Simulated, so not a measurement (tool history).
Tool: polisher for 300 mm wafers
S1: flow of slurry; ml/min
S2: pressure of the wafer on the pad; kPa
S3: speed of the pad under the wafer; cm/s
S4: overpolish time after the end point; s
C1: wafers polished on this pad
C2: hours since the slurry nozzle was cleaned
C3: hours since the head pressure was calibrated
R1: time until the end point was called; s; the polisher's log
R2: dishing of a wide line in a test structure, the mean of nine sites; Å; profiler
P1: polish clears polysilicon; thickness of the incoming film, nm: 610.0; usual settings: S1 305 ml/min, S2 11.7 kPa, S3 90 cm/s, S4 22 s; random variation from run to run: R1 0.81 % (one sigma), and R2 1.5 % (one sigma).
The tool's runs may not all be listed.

{"run": 1, "hour": 10.0, "S1": 305, "S2": 11.7, "S3": 90, "S4": 22, "C1": 402, "C2": 48.4, "C3": 737.3, "R1": 82.157, "R2": 441.53}
{"run": 2, "hour": 21.3, "S1": 305, "S2": 11.7, "S3": 90, "S4": 22, "C1": 516, "C2": 59.7, "C3": 748.6, "R1": 83.674, "R2": 448.38}
{"run": 3, "hour": 36.5, "S1": 305, "S2": 17.2, "S3": 90, "S4": 22, "C1": 669, "C2": 74.9, "C3": 763.8, "R1": 55.61, "R2": 453.06}
{"run": 4, "hour": 53.6, "S1": 305, "S2": 11.7, "S3": 90, "S4": 22, "C1": 842, "C2": 92.0, "C3": 780.9, "R1": 83.467, "R2": 445.63}
{"run": 5, "hour": 67.1, "S1": 305, "S2": 11.7, "S3": 90, "S4": 22, "C1": 979, "C2": 105.5, "C3": 794.4, "R1": 83.616, "R2": 440.04}
{"run": 6, "hour": 84.2, "S1": 305, "S2": 6.9, "S3": 90, "S4": 7, "C1": 1151, "C2": 122.6, "C3": 811.5, "R1": 140.79, "R2": 224.5}
{"run": 7, "hour": 99.7, "S1": 305, "S2": 11.7, "S3": 142, "S4": 22, "C1": 1308, "C2": 138.1, "C3": 827.0, "R1": 52.531, "R2": 452.65}
{"run": 8, "hour": 113.2, "S1": 305, "S2": 11.7, "S3": 90, "S4": 22, "C1": 1444, "C2": 151.6, "C3": 840.5, "R1": 82.64, "R2": 439.67}
{"run": 9, "hour": 130.3, "S1": 305, "S2": 11.7, "S3": 48, "S4": 22, "C1": 1617, "C2": 168.7, "C3": 857.6, "R1": 153.71, "R2": 386.01}
{"run": 10, "hour": 143.0, "S1": 305, "S2": 6.9, "S3": 90, "S4": 22, "C1": 1746, "C2": 181.4, "C3": 870.3, "R1": 140.49, "R2": 406.05}
{"run": 11, "hour": 157.1, "S1": 305, "S2": 11.7, "S3": 90, "S4": 35, "C1": 1888, "C2": 195.5, "C3": 884.4, "R1": 84.163, "R2": 450.35}
{"run": 12, "hour": 171.2, "S1": 305, "S2": 11.7, "S3": 90, "S4": 7, "C1": 2031, "C2": 209.6, "C3": 898.5, "R1": 81.753, "R2": 309.01}
{"run": 13, "hour": 183.0, "S1": 305, "S2": 11.7, "S3": 90, "S4": 22, "C1": 2150, "C2": 221.4, "C3": 910.3, "R1": 82.822, "R2": 437.11}
{"run": 14, "hour": 193.4, "S1": 305, "S2": 11.7, "S3": 90, "S4": 22, "C1": 2255, "C2": 231.8, "C3": 920.7, "R1": 82.132, "R2": 431.36}
{"run": 15, "hour": 201.4, "S1": 430, "S2": 11.7, "S3": 90, "S4": 7, "C1": 2336, "C2": 239.8, "C3": 928.7, "R1": 80.664, "R2": 311.86}
{"run": 16, "hour": 217.5, "S1": 185, "S2": 11.7, "S3": 90, "S4": 22, "C1": 2498, "C2": 255.9, "C3": 944.8, "R1": 87.115, "R2": 423.93}
{"run": 17, "hour": 230.4, "S1": 415, "S2": 11.7, "S3": 90, "S4": 22, "C1": 2629, "C2": 268.8, "C3": 957.7, "R1": 81.602, "R2": 439.48}
{"run": 18, "hour": 243.3, "S1": 305, "S2": 11.7, "S3": 90, "S4": 22, "C1": 2759, "C2": 281.7, "C3": 970.6, "R1": 82.653, "R2": 430.59}
{"run": 19, "hour": 256.0, "S1": 305, "S2": 11.7, "S3": 90, "S4": 22, "C1": 2887, "C2": 294.4, "C3": 983.3, "R1": 84.146, "R2": 435.35}

Run 20 comes next. What will it give?
{"run": 20, "hour": 270.5, "S1": 305, "S2": 11.7, "S3": 90, "S4": 22, "C1": 3034, "C2": 308.9, "C3": 997.8, "R1": "?", "R2": "?"}

{"run 20": {"R1": 84.235, "R2": 438.26}}
